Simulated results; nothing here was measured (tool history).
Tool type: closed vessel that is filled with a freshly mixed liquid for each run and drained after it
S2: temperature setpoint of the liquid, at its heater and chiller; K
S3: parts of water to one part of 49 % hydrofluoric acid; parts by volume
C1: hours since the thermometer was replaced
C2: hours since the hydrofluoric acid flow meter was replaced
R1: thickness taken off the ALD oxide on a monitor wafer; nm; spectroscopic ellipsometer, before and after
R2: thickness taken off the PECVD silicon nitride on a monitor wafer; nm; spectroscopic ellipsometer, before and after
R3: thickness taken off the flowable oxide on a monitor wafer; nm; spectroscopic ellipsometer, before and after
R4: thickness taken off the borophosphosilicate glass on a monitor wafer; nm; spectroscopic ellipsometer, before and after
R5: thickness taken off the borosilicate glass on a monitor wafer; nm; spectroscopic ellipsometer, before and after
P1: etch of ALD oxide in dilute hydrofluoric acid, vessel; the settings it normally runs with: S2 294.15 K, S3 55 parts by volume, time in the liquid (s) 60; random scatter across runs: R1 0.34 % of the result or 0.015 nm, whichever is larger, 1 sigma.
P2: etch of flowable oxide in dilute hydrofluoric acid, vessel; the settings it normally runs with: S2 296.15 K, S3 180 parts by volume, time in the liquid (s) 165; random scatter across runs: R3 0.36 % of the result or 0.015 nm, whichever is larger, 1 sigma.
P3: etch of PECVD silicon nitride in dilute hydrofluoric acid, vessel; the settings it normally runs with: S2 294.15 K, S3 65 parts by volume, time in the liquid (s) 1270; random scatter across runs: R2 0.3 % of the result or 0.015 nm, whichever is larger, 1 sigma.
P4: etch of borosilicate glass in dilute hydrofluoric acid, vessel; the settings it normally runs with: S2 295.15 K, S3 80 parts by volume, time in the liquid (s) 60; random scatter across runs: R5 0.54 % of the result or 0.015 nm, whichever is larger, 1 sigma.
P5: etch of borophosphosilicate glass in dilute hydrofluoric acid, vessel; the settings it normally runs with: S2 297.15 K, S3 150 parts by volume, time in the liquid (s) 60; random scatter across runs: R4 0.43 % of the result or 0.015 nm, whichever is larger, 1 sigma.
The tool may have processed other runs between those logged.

run 1 day=0.129 | process_that_ran=P1 S2=294.15 S3=55 time_in_the_liquid_(s)=60 | C1=1878.1 C2=627.1 | R1=14.344
run 2 day=0.338 | process_that_ran=P3 S2=290.15 S3=65 time_in_the_liquid_(s)=1270 | C1=1883.1 C2=632.1 | R2=40.005
run 3 day=0.488 | process_that_ran=P1 S2=294.15 S3=55 time_in_the_liquid_(s)=110 | C1=1886.7 C2=635.7 | R1=26.278
run 4 day=0.688 | process_that_ran=P1 S2=294.15 S3=55 time_in_the_liquid_(s)=30 | C1=1891.5 C2=640.5 | R1=7.2075
run 5 day=0.883 | process_that_ran=P2 S2=296.15 S3=180 time_in_the_liquid_(s)=165 | C1=1896.2 C2=645.2 | R3=16.438
run 6 day=1.079 | process_that_ran=P5 S2=297.15 S3=150 time_in_the_liquid_(s)=35 | C1=1900.9 C2=649.9 | R4=7.7008
run 7 day=1.325 | process_that_ran=P2 S2=296.15 S3=180 time_in_the_liquid_(s)=30 | C1=1906.8 C2=655.8 | R3=2.9802
run 8 day=1.517 | process_that_ran=P2 S2=290.15 S3=180 time_in_the_liquid_(s)=165 | C1=1911.4 C2=660.4 | R3=13.019
run 9 day=1.708 | process_that_ran=P4 S2=295.15 S3=25 time_in_the_liquid_(s)=60 | C1=1916 C2=665 | R5=97.89
run 10 day=1.908 | process_that_ran=P3 S2=294.15 S3=65 time_in_the_liquid_(s)=1270 | C1=1920.8 C2=669.8 | R2=53.117
run 11 day=2.146 | process_that_ran=P1 S2=294.15 S3=55 time_in_the_liquid_(s)=60 | C1=1926.5 C2=675.5 | R1=14.309
run 12 day=2.408 | process_that_ran=P5 S2=297.15 S3=40 time_in_the_liquid_(s)=60 | C1=1932.8 C2=681.8 | R4=56.276
run 13 day=2.65 | process_that_ran=P4 S2=295.15 S3=80 time_in_the_liquid_(s)=60 | C1=1938.6 C2=687.6 | R5=28.614
run 14 day=2.875 | process_that_ran=P1 S2=294.15 S3=55 time_in_the_liquid_(s)=60 | C1=1944 C2=693 | R1=14.384
run 15 day=3.05 | process_that_ran=P2 S2=296.15 S3=40 time_in_the_liquid_(s)=165 | C1=1948.2 C2=697.2 | R3=87.825
run 16 day=3.3 | process_that_ran=P4 S2=295.15 S3=80 time_in_the_liquid_(s)=60 | C1=1954.2 C2=703.2 | R5=28.653
run 17 day=3.517 | process_that_ran=P1 S2=294.15 S3=20 time_in_the_liquid_(s)=60 | C1=1959.4 C2=708.4 | R1=41.047
run 18 day=3.792 | process_that_ran=P4 S2=295.15 S3=80 time_in_the_liquid_(s)=95 | C1=1966 C2=715 | R5=45.24
run 19 day=3.917 | process_that_ran=P3 S2=294.15 S3=65 time_in_the_liquid_(s)=30 | C1=1969 C2=718 | R2=1.2393
run 20 day=4.175 | process_that_ran=P1 S2=299.15 S3=30 time_in_the_liquid_(s)=60 | C1=1975.2 C2=724.2 | R1=33.657
run 21 day=4.338 | process_that_ran=P1 S2=294.15 S3=55 time_in_the_liquid_(s)=60 | C1=1979.1 C2=728.1 | R1=14.331
run 22 day=4.471 | process_that_ran=P3 S2=294.15 S3=30 time_in_the_liquid_(s)=1270 | C1=1982.3 C2=731.3 | R2=112.41

Forecast run 23:
run 23 day=4.662 | process_that_ran=P5 S2=297.15 S3=150 time_in_the_liquid_(s)=60 | C1=1986.9 C2=735.9 | R4=?

Run 23 gave R4 13.186 nm.

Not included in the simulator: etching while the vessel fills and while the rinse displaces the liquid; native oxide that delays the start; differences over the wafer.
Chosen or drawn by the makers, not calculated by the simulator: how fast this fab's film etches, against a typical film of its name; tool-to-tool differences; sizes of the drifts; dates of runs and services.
